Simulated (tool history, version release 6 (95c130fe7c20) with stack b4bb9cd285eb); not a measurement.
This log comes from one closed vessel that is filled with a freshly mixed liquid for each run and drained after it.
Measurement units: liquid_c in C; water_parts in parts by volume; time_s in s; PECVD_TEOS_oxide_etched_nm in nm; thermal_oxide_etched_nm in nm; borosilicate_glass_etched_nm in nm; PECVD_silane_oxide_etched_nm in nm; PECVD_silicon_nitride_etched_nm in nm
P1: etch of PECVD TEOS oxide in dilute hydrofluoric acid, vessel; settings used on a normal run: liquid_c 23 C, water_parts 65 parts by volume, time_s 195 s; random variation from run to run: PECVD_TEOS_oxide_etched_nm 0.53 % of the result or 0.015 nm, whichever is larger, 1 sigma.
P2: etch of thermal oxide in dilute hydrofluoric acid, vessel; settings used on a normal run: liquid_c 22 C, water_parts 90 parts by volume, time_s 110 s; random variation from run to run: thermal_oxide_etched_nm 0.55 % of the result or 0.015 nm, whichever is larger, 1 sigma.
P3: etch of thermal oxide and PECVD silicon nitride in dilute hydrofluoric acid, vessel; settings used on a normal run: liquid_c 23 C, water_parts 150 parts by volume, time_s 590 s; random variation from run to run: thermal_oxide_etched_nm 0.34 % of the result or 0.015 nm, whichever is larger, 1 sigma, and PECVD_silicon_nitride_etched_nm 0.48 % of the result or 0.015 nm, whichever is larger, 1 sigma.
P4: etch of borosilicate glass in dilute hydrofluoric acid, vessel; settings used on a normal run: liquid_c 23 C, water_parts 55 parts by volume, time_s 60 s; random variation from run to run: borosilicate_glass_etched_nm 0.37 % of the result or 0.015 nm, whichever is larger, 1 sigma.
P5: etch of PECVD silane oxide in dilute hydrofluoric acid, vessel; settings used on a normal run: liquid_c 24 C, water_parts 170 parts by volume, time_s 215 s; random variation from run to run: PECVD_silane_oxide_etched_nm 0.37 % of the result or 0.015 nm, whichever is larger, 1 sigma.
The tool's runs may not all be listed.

run   hour  process  liquid_c  water_parts  time_s  PECVD_TEOS_oxide_etched_nm  thermal_oxide_etched_nm  borosilicate_glass_etched_nm  PECVD_silane_oxide_etched_nm  PECVD_silicon_nitride_etched_nm
  1    4.5       P1        23           65     195                      25.041
  2    8.8       P1        17           90     195                      13.731
  3   13.3       P1        23           65     195                      25.088
  4     17       P2      17.5           90     110                                                4.471
  5   21.3       P2        22           90     110                                               5.3976
  6   26.7       P4        23           55      60                                                                             55.466
  7   31.6       P1        23           65     195                       25.45
  8   36.7       P4        23           55     115                                                                             106.45
  9   39.7       P1        23           65     195                      25.173
 10   43.7       P1        23           65     195                      25.237
      46.7  -- thermometer replaced
 11     48       P5        24          170     215                                                                                                           45.488
 12   53.7       P3        23          150     955                                                28.25                                                                                       12.228
 13   59.8       P3      17.5          150     590                                               13.925                                                                                       5.2784
 14     63       P1        23           35     195                      48.649
 15   68.1       P1        23           65     105                       13.58
 16   70.9       P5        24          170     215                                                                                                           46.175
 17   74.1       P3        23          150     590                                               17.448                                                                                       7.5429
 18   79.3       P1      27.5           65     195                      30.306
 19   83.2       P1        17           65     195                      19.797
 20     88       P2        22           90      30                                               1.4607
 21   92.5       P1        23          100     195                      15.756
 22   96.6       P2        22           55     110                                               9.1288
 23  100.9       P4      17.5           55      60                                                                             44.197
 24  104.4       P1        29           65      35                      5.7835
 25  108.4       P1      18.5           65     300                      32.186
 26  112.8       P5        24           95     215                                                                                                           89.408
 27  117.6       P1        23           65     195                       25.59
 28  121.7       P5        24          170     365                                                                                                           78.296
 29  127.8       P2        22           90     110                                               5.3907
 30  133.4       P5        31          170     215                                                                                                           59.419
 31  137.4       P1        23           65     365                      47.251
 32  141.1       P4        23           20      60                                                                             159.25
 33  145.2       P3        23           40     590                                               75.032                                                                                       27.579
 34    148       P3        23          150     590                                               17.467                                                                                       7.5553
 35  152.8       P1        23           65     195                      25.355
 36  158.4       P1        23           65     195                      25.953
 37  164.7       P1        23           65     195                      27.117
 38    169       P1        23           65     195                      26.874
 39  173.4       P1        23           65     195                      27.015
 40  179.6       P1        23           65     195                      27.272
 41  185.5       P1        23           65     195                      27.231

P1 no longer gives what it gave before; its output has crept away from where it was. The following 2 causes, each at its listed size, fit the log equally well:
A: hydrofluoric acid flow above the setpoint (%) = 6.55
B: liquid hotter than its thermometer reads (K) = 1.69
At approximately hour 152.8, the process output began to creep.

Which of the 4 check runs listed below separates the causes, so that each cause would produce a clearly different result? Each run uses one wafer, and its results are marked with question marks.
check 1  191.4       P3      18.5          150     590                                                    ?                                                                                            ?
check 2  191.4       P2        18           90      30                                                    ?
check 3  191.4       P4      18.5           55     115                                                                                  ?
check 4  191.4       P5        24          120     350                                                                                                                ?

Expected result of each check under each candidate cause:
  check                           result    if A    if B
check 1          thermal_oxide_etched_nm  15.689   15.61
check 1  PECVD_silicon_nitride_etched_nm  5.9412  6.2588
check 2          thermal_oxide_etched_nm  1.3233  1.3249
check 3     borosilicate_glass_etched_nm  94.137  94.569
check 4     PECVD_silane_oxide_etched_nm  120.73  119.91
How far apart the two closest causes lie, in the result that separates them most: check 1 5.21 %; check 2 0.12 %; check 3 0.46 %; check 4 0.69 %
Only check 1 tells the causes apart: in the others they would give nearly the same result.

Check 1 was carried out, with these results: thermal_oxide_etched_nm 15.56 nm; PECVD_silicon_nitride_etched_nm 6.275 nm. Which of the listed causes is responsible?

It was cause B: liquid hotter than its thermometer reads (K).
